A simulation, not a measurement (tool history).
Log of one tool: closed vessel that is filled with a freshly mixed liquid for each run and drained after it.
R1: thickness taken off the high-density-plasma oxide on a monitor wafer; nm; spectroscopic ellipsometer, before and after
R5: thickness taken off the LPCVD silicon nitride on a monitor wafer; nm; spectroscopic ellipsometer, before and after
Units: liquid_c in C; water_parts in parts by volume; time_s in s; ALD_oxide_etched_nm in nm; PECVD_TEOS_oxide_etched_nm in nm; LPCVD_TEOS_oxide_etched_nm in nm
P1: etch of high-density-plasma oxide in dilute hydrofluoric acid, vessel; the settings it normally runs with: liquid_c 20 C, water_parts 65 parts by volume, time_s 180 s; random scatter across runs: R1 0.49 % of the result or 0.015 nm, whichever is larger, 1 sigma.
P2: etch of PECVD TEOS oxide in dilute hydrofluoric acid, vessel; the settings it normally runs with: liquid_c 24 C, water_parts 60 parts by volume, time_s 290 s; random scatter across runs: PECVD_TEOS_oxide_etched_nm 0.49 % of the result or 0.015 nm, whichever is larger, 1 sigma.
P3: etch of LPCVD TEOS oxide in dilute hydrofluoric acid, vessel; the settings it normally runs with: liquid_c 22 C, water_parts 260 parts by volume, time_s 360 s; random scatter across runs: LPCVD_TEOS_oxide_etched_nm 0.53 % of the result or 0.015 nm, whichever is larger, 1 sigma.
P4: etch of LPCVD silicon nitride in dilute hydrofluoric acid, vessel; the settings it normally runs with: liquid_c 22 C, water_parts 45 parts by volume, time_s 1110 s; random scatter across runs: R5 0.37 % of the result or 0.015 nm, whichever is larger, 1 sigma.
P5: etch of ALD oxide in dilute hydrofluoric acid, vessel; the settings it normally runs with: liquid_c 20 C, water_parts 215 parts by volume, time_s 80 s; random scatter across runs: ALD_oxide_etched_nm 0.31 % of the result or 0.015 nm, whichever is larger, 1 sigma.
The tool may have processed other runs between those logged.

Run 1, day 0.408: process P1, liquid_c 20 C, water_parts 65 parts by volume, time_s 180 s. Result: R1 19.798 nm.
Run 2, day 0.996: process P1, liquid_c 20 C, water_parts 35 parts by volume, time_s 180 s. Result: R1 38.411 nm.
Run 3, day 1.438: process P5, liquid_c 20 C, water_parts 215 parts by volume, time_s 80 s. Result: ALD_oxide_etched_nm 8.8559 nm.
Run 4, day 1.904: process P2, liquid_c 24 C, water_parts 60 parts by volume, time_s 290 s. Result: PECVD_TEOS_oxide_etched_nm 42.999 nm.
Run 5, day 2.458: process P3, liquid_c 22 C, water_parts 105 parts by volume, time_s 360 s. Result: LPCVD_TEOS_oxide_etched_nm 133.34 nm.
Run 6, day 3.021: process P1, liquid_c 20 C, water_parts 65 parts by volume, time_s 180 s. Result: R1 19.833 nm.
Run 7, day 3.621: process P1, liquid_c 20 C, water_parts 65 parts by volume, time_s 85 s. Result: R1 9.2217 nm.
Run 8, day 4.058: process P2, liquid_c 24 C, water_parts 60 parts by volume, time_s 160 s. Result: PECVD_TEOS_oxide_etched_nm 23.692 nm.
Run 9, day 4.408: process P4, liquid_c 22 C, water_parts 45 parts by volume, time_s 1110 s. Result: R5 11.775 nm.
Run 10, day 5.012: process P2, liquid_c 18 C, water_parts 60 parts by volume, time_s 290 s. Result: PECVD_TEOS_oxide_etched_nm 33.483 nm.
Run 11, day 5.617: process P1, liquid_c 20 C, water_parts 65 parts by volume, time_s 180 s. Result: R1 19.7 nm.
Run 12, day 5.996: process P2, liquid_c 24 C, water_parts 20 parts by volume, time_s 290 s. Result: PECVD_TEOS_oxide_etched_nm 135.07 nm.
Run 13, day 6.467: process P5, liquid_c 20 C, water_parts 215 parts by volume, time_s 35 s. Result: ALD_oxide_etched_nm 3.8551 nm.
Run 14, day 6.95: process P1, liquid_c 20 C, water_parts 65 parts by volume, time_s 180 s. Result: R1 19.863 nm.
Run 15, day 7.496: process P3, liquid_c 22 C, water_parts 260 parts by volume, time_s 575 s. Result: LPCVD_TEOS_oxide_etched_nm 72.677 nm.
Run 16, day 8.05: process P3, liquid_c 27 C, water_parts 260 parts by volume, time_s 360 s. Result: LPCVD_TEOS_oxide_etched_nm 54.631 nm.
Run 17, day 8.625: process P4, liquid_c 17 C, water_parts 45 parts by volume, time_s 1110 s. Result: R5 8.2812 nm.
Run 18, day 9.004: process P3, liquid_c 22 C, water_parts 260 parts by volume, time_s 360 s. Result: LPCVD_TEOS_oxide_etched_nm 45.776 nm.
Run 19, day 9.462: process P1, liquid_c 20 C, water_parts 65 parts by volume, time_s 180 s. Result: R1 19.897 nm.
Run 20, day 9.95: process P4, liquid_c 22 C, water_parts 75 parts by volume, time_s 1110 s. Result: R5 7.2109 nm.
Run 21, day 10.417: process P1, liquid_c 27.5 C, water_parts 65 parts by volume, time_s 180 s. Result: R1 26.94 nm.
Run 22, day 10.95: process P5, liquid_c 17 C, water_parts 215 parts by volume, time_s 80 s. Result: ALD_oxide_etched_nm 7.8718 nm.
Run 23, day 11.288: process P4, liquid_c 22 C, water_parts 45 parts by volume, time_s 1690 s. Result: R5 17.974 nm.
Run 24, day 11.604: process P1, liquid_c 20 C, water_parts 65 parts by volume, time_s 180 s. Result: R1 19.771 nm.
At day 12.104: hydrofluoric acid flow meter replaced.
Run 25, day 12.208: process P1, liquid_c 17 C, water_parts 65 parts by volume, time_s 180 s. Result: R1 17.445 nm.
Run 26, day 12.833: process P1, liquid_c 17 C, water_parts 65 parts by volume, time_s 105 s. Result: R1 10.093 nm.
Run 27, day 13.158: process P1, liquid_c 20 C, water_parts 65 parts by volume, time_s 320 s. Result: R1 35.132 nm.
Run 28, day 13.708: process P1, liquid_c 20 C, water_parts 110 parts by volume, time_s 180 s. Result: R1 11.139 nm.
Run 29, day 14.054: process P5, liquid_c 20 C, water_parts 80 parts by volume, time_s 80 s. Result: ALD_oxide_etched_nm 27.308 nm.
Run 30, day 14.617: process P2, liquid_c 24 C, water_parts 60 parts by volume, time_s 290 s. Result: PECVD_TEOS_oxide_etched_nm 42.693 nm.
Run 31, day 15.025: process P1, liquid_c 20 C, water_parts 65 parts by volume, time_s 180 s. Result: R1 19.828 nm.
Run 32, day 15.438: process P1, liquid_c 20 C, water_parts 65 parts by volume, time_s 180 s. Result: R1 20.261 nm.
Run 33, day 15.729: process P1, liquid_c 20 C, water_parts 65 parts by volume, time_s 180 s. Result: R1 20.532 nm.
Run 34, day 16.312: process P1, liquid_c 20 C, water_parts 65 parts by volume, time_s 180 s. Result: R1 20.928 nm.
Run 35, day 16.833: process P1, liquid_c 20 C, water_parts 65 parts by volume, time_s 180 s. Result: R1 20.911 nm.

Run 36 is up next; what results do you expect?
Run 36, day 17.442: process P1, liquid_c 20 C, water_parts 65 parts by volume, time_s 180 s. Result: R1 ?.

Run 36 produced R1 21.072 nm.
